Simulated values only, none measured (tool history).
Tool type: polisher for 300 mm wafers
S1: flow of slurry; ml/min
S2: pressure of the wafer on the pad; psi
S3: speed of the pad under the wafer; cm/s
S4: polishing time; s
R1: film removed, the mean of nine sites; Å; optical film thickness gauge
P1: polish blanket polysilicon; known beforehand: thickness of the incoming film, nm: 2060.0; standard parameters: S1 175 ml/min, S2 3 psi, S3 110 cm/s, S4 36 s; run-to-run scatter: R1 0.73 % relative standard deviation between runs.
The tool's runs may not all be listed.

run,hour,S1,S2,S3,S4,R1
1,12,175,3,110,36,3719.9
2,25.5,125,3,110,25,2437.7
3,33.3,175,3,110,46,4844.7
4,43.5,175,3,110,36,3794.5
5,56.2,175,1.7,110,36,2141
6,64.2,175,3,110,36,3787.8
7,73.1,175,3,62,36,2134.9
8,83,175,3,110,16,1663.3
9,94.7,120,3,84,36,2706.1
10,108.2,175,3,172,36,5883.7
11,121.2,175,3,110,36,3824.3
12,132.1,265,3,110,36,3980.1

Run 13 has not been measured yet. What should we expect?
13,145.5,175,4.5,110,36,?

Run 13 produced R1 5682.7 Å.
